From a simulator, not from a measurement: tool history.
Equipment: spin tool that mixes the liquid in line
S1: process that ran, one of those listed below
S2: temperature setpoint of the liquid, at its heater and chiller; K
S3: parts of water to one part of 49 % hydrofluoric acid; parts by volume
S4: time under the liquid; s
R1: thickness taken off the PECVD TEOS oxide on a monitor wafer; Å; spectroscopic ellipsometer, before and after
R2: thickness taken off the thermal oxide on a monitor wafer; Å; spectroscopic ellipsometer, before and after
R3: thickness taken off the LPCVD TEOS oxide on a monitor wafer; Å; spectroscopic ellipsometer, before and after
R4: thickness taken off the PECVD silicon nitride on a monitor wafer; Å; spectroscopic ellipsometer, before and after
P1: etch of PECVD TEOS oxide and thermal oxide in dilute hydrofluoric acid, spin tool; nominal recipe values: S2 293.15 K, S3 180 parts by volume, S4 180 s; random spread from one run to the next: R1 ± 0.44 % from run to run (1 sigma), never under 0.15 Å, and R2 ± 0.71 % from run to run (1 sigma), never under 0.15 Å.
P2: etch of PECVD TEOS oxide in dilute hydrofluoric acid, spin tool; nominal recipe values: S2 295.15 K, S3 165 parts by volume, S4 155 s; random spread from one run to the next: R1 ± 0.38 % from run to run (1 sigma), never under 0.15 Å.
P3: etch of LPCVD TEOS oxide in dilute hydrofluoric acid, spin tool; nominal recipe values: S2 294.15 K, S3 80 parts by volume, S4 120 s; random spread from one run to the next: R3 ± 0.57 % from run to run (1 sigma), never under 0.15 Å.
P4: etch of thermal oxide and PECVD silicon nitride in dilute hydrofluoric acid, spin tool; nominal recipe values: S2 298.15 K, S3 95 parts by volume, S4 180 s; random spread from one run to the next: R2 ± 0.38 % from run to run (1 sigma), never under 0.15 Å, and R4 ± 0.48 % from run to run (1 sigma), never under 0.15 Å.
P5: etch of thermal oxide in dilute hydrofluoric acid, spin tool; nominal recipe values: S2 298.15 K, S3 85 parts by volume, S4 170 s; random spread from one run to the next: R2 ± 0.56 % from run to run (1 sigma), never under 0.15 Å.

Run 1, hour 8.3: S1 P1, S2 293.15 K, S3 180 parts by volume, S4 180 s. Result: R1 219.520 Å, R2 36.968 Å.
Run 2, hour 13.0: S1 P2, S2 295.15 K, S3 165 parts by volume, S4 155 s. Result: R1 72.915 Å.
Run 3, hour 17.6: S1 P5, S2 303.15 K, S3 85 parts by volume, S4 170 s. Result: R2 133.240 Å.
Run 4, hour 25.8: S1 P3, S2 294.15 K, S3 140 parts by volume, S4 120 s. Result: R3 233.520 Å.
Run 5, hour 30.6: S1 P1, S2 293.15 K, S3 180 parts by volume, S4 180 s. Result: R1 221.270 Å, R2 36.832 Å.
Run 6, hour 35.7: S1 P1, S2 290.15 K, S3 180 parts by volume, S4 180 s. Result: R1 195.990 Å, R2 32.776 Å.
Run 7, hour 42.4: S1 P2, S2 295.15 K, S3 165 parts by volume, S4 15 s. Result: R1 7.131 Å.
Run 8, hour 49.3: S1 P3, S2 294.15 K, S3 80 parts by volume, S4 15 s. Result: R3 55.012 Å.
Run 9, hour 55.3: S1 P1, S2 293.15 K, S3 180 parts by volume, S4 320 s. Result: R1 392.230 Å, R2 65.930 Å.
Run 10, hour 63.8: S1 P1, S2 293.15 K, S3 265 parts by volume, S4 325 s. Result: R1 250.650 Å, R2 42.350 Å.
Run 11, hour 72.5: S1 P4, S2 298.15 K, S3 95 parts by volume, S4 180 s. Result: R2 88.868 Å, R4 91.591 Å.
Run 12, hour 76.9: S1 P5, S2 298.15 K, S3 85 parts by volume, S4 170 s. Result: R2 110.290 Å.
Run 13, hour 82.4: S1 P5, S2 298.15 K, S3 85 parts by volume, S4 55 s. Result: R2 35.595 Å.
Run 14, hour 89.2: S1 P1, S2 300.65 K, S3 180 parts by volume, S4 180 s. Result: R1 294.940 Å, R2 48.910 Å.
Run 15, hour 94.3: S1 P3, S2 294.15 K, S3 80 parts by volume, S4 120 s. Result: R3 437.480 Å.
Run 16, hour 99.4: S1 P2, S2 290.15 K, S3 165 parts by volume, S4 155 s. Result: R1 59.080 Å.
Run 17, hour 106.0: S1 P1, S2 293.15 K, S3 100 parts by volume, S4 180 s. Result: R1 432.530 Å, R2 72.926 Å.
Run 18, hour 112.9: S1 P3, S2 294.15 K, S3 80 parts by volume, S4 120 s. Result: R3 438.220 Å.
Run 19, hour 121.7: S1 P1, S2 293.15 K, S3 180 parts by volume, S4 180 s. Result: R1 220.460 Å, R2 36.490 Å.
Run 20, hour 129.5: S1 P4, S2 303.15 K, S3 95 parts by volume, S4 180 s. Result: R2 107.900 Å, R4 124.780 Å.
Run 21, hour 136.3: S1 P1, S2 293.15 K, S3 180 parts by volume, S4 95 s. Result: R1 116.260 Å, R2 20.063 Å.
Run 22, hour 144.0: S1 P4, S2 298.15 K, S3 175 parts by volume, S4 180 s. Result: R2 43.900 Å, R4 49.631 Å.
Run 23, hour 149.3: S1 P1, S2 293.15 K, S3 180 parts by volume, S4 180 s. Result: R1 220.440 Å, R2 36.846 Å.
Run 24, hour 156.0: S1 P1, S2 293.15 K, S3 180 parts by volume, S4 180 s. Result: R1 218.980 Å, R2 37.136 Å.
At hour 159.1: hydrofluoric acid flow meter replaced.
Run 25, hour 162.7: S1 P4, S2 298.15 K, S3 95 parts by volume, S4 180 s. Result: R2 89.659 Å, R4 90.890 Å.
Run 26, hour 171.5: S1 P5, S2 298.15 K, S3 115 parts by volume, S4 170 s. Result: R2 78.063 Å.
Run 27, hour 177.0: S1 P2, S2 295.15 K, S3 70 parts by volume, S4 155 s. Result: R1 188.730 Å.
Run 28, hour 181.5: S1 P1, S2 293.15 K, S3 285 parts by volume, S4 180 s. Result: R1 126.160 Å, R2 21.424 Å.
Run 29, hour 189.3: S1 P1, S2 293.15 K, S3 180 parts by volume, S4 180 s. Result: R1 219.030 Å, R2 37.278 Å.
Run 30, hour 197.3: S1 P5, S2 298.15 K, S3 85 parts by volume, S4 170 s. Result: R2 109.550 Å.
Run 31, hour 206.5: S1 P4, S2 298.15 K, S3 95 parts by volume, S4 50 s. Result: R2 24.522 Å, R4 25.211 Å.
Run 32, hour 212.5: S1 P3, S2 301.15 K, S3 80 parts by volume, S4 120 s. Result: R3 579.420 Å.
Run 33, hour 221.1: S1 P1, S2 293.15 K, S3 180 parts by volume, S4 180 s. Result: R1 220.970 Å, R2 36.804 Å.
Run 34, hour 228.5: S1 P1, S2 293.15 K, S3 180 parts by volume, S4 180 s. Result: R1 230.630 Å, R2 38.438 Å.
Run 35, hour 232.9: S1 P1, S2 293.15 K, S3 180 parts by volume, S4 180 s. Result: R1 233.630 Å, R2 39.056 Å.
Run 36, hour 237.7: S1 P1, S2 293.15 K, S3 180 parts by volume, S4 180 s. Result: R1 239.310 Å, R2 39.241 Å.
Run 37, hour 247.0: S1 P1, S2 293.15 K, S3 180 parts by volume, S4 180 s. Result: R1 239.110 Å, R2 40.589 Å.
Run 38, hour 253.1: S1 P1, S2 293.15 K, S3 180 parts by volume, S4 180 s. Result: R1 241.290 Å, R2 40.248 Å.
Run 39, hour 261.5: S1 P1, S2 293.15 K, S3 180 parts by volume, S4 180 s. Result: R1 239.550 Å, R2 40.521 Å.

What P1 gives has crept away from where it was. These 2 causes fit the log equally well, each at the size given:
A: liquid hotter than its thermometer reads (K) = 2.27
B: hydrofluoric acid flow above the setpoint (%) = 7.72
Creep in the process output first set in at about hour 221.1.

Which of the 4 check runs listed below separates the causes, so that each cause would produce a clearly different result? Each run uses one wafer, and its results are marked with question marks.
Run check 1, hour 269.9: S1 P3, S2 301.15 K, S3 80 parts by volume, S4 45 s. Result: R3 ?.
Run check 2, hour 269.9: S1 P5, S2 302.65 K, S3 110 parts by volume, S4 170 s. Result: R2 ?.
Run check 3, hour 269.9: S1 P4, S2 303.15 K, S3 170 parts by volume, S4 180 s. Result: R2 ?, R4 ?.
Run check 4, hour 269.9: S1 P2, S2 295.15 K, S3 70 parts by volume, S4 15 s. Result: R1 ?.

Predicted outcomes, by check and by cause:
  check  result     if A     if B
check 1      R3  237.310  236.140
check 2      R2  106.090  106.240
check 3      R2   59.122   59.757
check 3      R4   79.936   75.231
check 4      R1   20.182   19.940
Separation of the two closest causes in each check, using whichever result separates them best: check 1 0.49 %; check 2 0.14 %; check 3 6.07 %; check 4 1.2 %
Only check 3 tells the causes apart: in the others they would give nearly the same result.

Then check 3 was run and gave: R2 59.261 Å; R4 80.267 Å. Which cause is it?

Of the candidate causes, it is A: liquid hotter than its thermometer reads (K).
